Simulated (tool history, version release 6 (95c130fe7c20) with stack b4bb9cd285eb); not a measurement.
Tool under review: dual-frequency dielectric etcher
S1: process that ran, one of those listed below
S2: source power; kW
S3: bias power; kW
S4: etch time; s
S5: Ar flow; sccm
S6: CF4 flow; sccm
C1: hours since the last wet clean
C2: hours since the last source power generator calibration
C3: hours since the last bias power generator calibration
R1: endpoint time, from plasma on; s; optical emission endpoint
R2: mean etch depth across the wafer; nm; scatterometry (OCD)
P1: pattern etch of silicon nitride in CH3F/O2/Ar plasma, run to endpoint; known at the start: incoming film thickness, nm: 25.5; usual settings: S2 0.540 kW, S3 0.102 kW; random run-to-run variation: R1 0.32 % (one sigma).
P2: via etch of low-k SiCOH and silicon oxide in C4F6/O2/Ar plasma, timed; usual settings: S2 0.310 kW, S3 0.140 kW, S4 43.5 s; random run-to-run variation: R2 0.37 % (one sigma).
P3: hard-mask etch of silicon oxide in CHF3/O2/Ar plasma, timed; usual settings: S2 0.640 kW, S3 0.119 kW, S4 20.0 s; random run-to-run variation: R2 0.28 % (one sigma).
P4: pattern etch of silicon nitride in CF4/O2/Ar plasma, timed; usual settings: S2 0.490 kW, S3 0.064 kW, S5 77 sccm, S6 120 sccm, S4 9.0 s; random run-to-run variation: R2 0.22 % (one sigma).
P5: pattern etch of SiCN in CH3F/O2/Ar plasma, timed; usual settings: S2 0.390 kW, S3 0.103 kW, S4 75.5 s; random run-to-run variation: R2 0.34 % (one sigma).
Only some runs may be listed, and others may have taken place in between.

{"run": 1, "day": 0.325, "S1": "P1", "S2": 0.54, "S3": 0.102, "C1": 335.3, "C2": 1175.9, "C3": 1763.5, "R1": 29.461}
{"run": 2, "day": 0.633, "S1": "P5", "S2": 0.39, "S3": 0.07, "S4": 75.5, "C1": 342.7, "C2": 1183.3, "C3": 1770.9, "R2": 27.686}
{"run": 3, "day": 0.838, "S1": "P1", "S2": 0.54, "S3": 0.102, "C1": 347.6, "C2": 1188.2, "C3": 1775.8, "R1": 29.368}
{"run": 4, "day": 1.146, "S1": "P4", "S2": 0.49, "S3": 0.064, "S4": 9.0, "S5": 59, "S6": 120, "C1": 355.0, "C2": 1195.6, "C3": 1783.2, "R2": 19.439}
{"run": 5, "day": 1.554, "S1": "P1", "S2": 0.42, "S3": 0.13, "C1": 364.8, "C2": 1205.4, "C3": 1793.0, "R1": 29.394}
{"run": 6, "day": 1.817, "S1": "P3", "S2": 0.64, "S3": 0.119, "S4": 13.5, "C1": 371.1, "C2": 1211.7, "C3": 1799.3, "R2": 23.667}
{"run": 7, "day": 2.254, "S1": "P1", "S2": 0.7, "S3": 0.102, "C1": 381.6, "C2": 1222.2, "C3": 1809.8, "R1": 26.5}
{"run": 8, "day": 2.488, "S1": "P3", "S2": 0.46, "S3": 0.119, "S4": 20.0, "C1": 387.2, "C2": 1227.8, "C3": 1815.4, "R2": 30.88}
{"run": 9, "day": 2.867, "S1": "P1", "S2": 0.54, "S3": 0.102, "C1": 396.3, "C2": 1236.9, "C3": 1824.5, "R1": 29.348}
{"run": 10, "day": 3.292, "S1": "P4", "S2": 0.49, "S3": 0.064, "S4": 12.0, "S5": 77, "S6": 120, "C1": 406.5, "C2": 1247.1, "C3": 1834.7, "R2": 25.372}
{"run": 11, "day": 3.742, "S1": "P5", "S2": 0.25, "S3": 0.103, "S4": 75.5, "C1": 417.3, "C2": 1257.9, "C3": 1845.5, "R2": 27.26}
{"run": 12, "day": 4.004, "S1": "P4", "S2": 0.49, "S3": 0.052, "S4": 9.0, "S5": 77, "S6": 120, "C1": 423.6, "C2": 1264.2, "C3": 1851.8, "R2": 17.595}
{"run": 13, "day": 4.338, "S1": "P1", "S2": 0.54, "S3": 0.102, "C1": 431.6, "C2": 1272.2, "C3": 1859.8, "R1": 29.266}
{"run": 14, "day": 4.75, "S1": "P5", "S2": 0.39, "S3": 0.103, "S4": 75.5, "C1": 441.5, "C2": 1282.1, "C3": 1869.7, "R2": 31.894}
{"run": 15, "day": 5.188, "S1": "P4", "S2": 0.49, "S3": 0.064, "S4": 9.0, "S5": 77, "S6": 120, "C1": 452.0, "C2": 1292.6, "C3": 1880.2, "R2": 18.972}
{"run": 16, "day": 5.6, "S1": "P3", "S2": 0.64, "S3": 0.148, "S4": 20.0, "C1": 461.9, "C2": 1302.5, "C3": 1890.1, "R2": 37.638}
{"run": 17, "day": 5.996, "S1": "P2", "S2": 0.31, "S3": 0.14, "S4": 43.5, "C1": 471.4, "C2": 1312.0, "C3": 1899.6, "R2": 96.304}
{"run": 18, "day": 6.417, "S1": "P4", "S2": 0.38, "S3": 0.064, "S4": 9.0, "S5": 77, "S6": 120, "C1": 481.5, "C2": 1322.1, "C3": 1909.7, "R2": 15.267}
{"run": 19, "day": 6.808, "S1": "P2", "S2": 0.31, "S3": 0.11, "S4": 43.5, "C1": 490.9, "C2": 1331.5, "C3": 1919.1, "R2": 89.613}
{"run": 20, "day": 7.075, "S1": "P3", "S2": 0.64, "S3": 0.119, "S4": 20.0, "C1": 497.3, "C2": 1337.9, "C3": 1925.5, "R2": 35.274}
{"run": 21, "day": 7.438, "S1": "P2", "S2": 0.31, "S3": 0.14, "S4": 43.5, "C1": 506.0, "C2": 1346.6, "C3": 1934.2, "R2": 95.51}
{"run": 22, "day": 7.704, "S1": "P1", "S2": 0.54, "S3": 0.102, "C1": 512.4, "C2": 1353.0, "C3": 1940.6, "R1": 29.26}
{"run": 23, "day": 7.929, "S1": "P1", "S2": 0.54, "S3": 0.123, "C1": 517.8, "C2": 1358.4, "C3": 1946.0, "R1": 27.46}
{"run": 24, "day": 8.354, "S1": "P1", "S2": 0.54, "S3": 0.059, "C1": 528.0, "C2": 1368.6, "C3": 1956.2, "R1": 35.095}
{"run": 25, "day": 8.804, "S1": "P2", "S2": 0.31, "S3": 0.14, "S4": 31.0, "C1": 538.8, "C2": 1379.4, "C3": 1967.0, "R2": 68.43}
{"run": 26, "day": 9.196, "S1": "P4", "S2": 0.49, "S3": 0.064, "S4": 9.0, "S5": 77, "S6": 79, "C1": 548.2, "C2": 1388.8, "C3": 1976.4, "R2": 18.335}
{"run": 27, "day": 9.579, "S1": "P5", "S2": 0.39, "S3": 0.103, "S4": 75.5, "C1": 557.4, "C2": 1398.0, "C3": 1985.6, "R2": 31.829}
{"run": 28, "day": 9.942, "S1": "P1", "S2": 0.54, "S3": 0.102, "C1": 566.1, "C2": 1406.7, "C3": 1994.3, "R1": 29.27}
{"run": 29, "day": 10.267, "S1": "P1", "S2": 0.72, "S3": 0.078, "C1": 573.9, "C2": 1414.5, "C3": 2002.1, "R1": 28.902}
{"run": 30, "day": 10.458, "S1": "P3", "S2": 0.64, "S3": 0.119, "S4": 20.0, "C1": 578.5, "C2": 1419.1, "C3": 2006.7, "R2": 35.074}
{"run": 31, "day": 10.862, "S1": "P2", "S2": 0.44, "S3": 0.14, "S4": 43.5, "C1": 588.2, "C2": 1428.8, "C3": 2016.4, "R2": 110.69}
{"run": 32, "day": 11.238, "S1": "P1", "S2": 0.38, "S3": 0.141, "C1": 597.2, "C2": 1437.8, "C3": 2025.4, "R1": 29.465}
{"run": 33, "day": 11.475, "S1": "P5", "S2": 0.39, "S3": 0.103, "S4": 54.5, "C1": 602.9, "C2": 1443.5, "C3": 2031.1, "R2": 23.068}
{"run": 34, "day": 11.842, "S1": "P1", "S2": 0.42, "S3": 0.102, "C1": 611.7, "C2": 1452.3, "C3": 2039.9, "R1": 32.062}
{"run": 35, "day": 12.054, "S1": "P1", "S2": 0.54, "S3": 0.102, "C1": 616.8, "C2": 1457.4, "C3": 2045.0, "R1": 29.391}

Expected results for the next run?
{"run": 36, "day": 12.483, "S1": "P1", "S2": 0.54, "S3": 0.102, "C1": 627.1, "C2": 1467.7, "C3": 2055.3, "R1": "?"}

R1: 29.237 s

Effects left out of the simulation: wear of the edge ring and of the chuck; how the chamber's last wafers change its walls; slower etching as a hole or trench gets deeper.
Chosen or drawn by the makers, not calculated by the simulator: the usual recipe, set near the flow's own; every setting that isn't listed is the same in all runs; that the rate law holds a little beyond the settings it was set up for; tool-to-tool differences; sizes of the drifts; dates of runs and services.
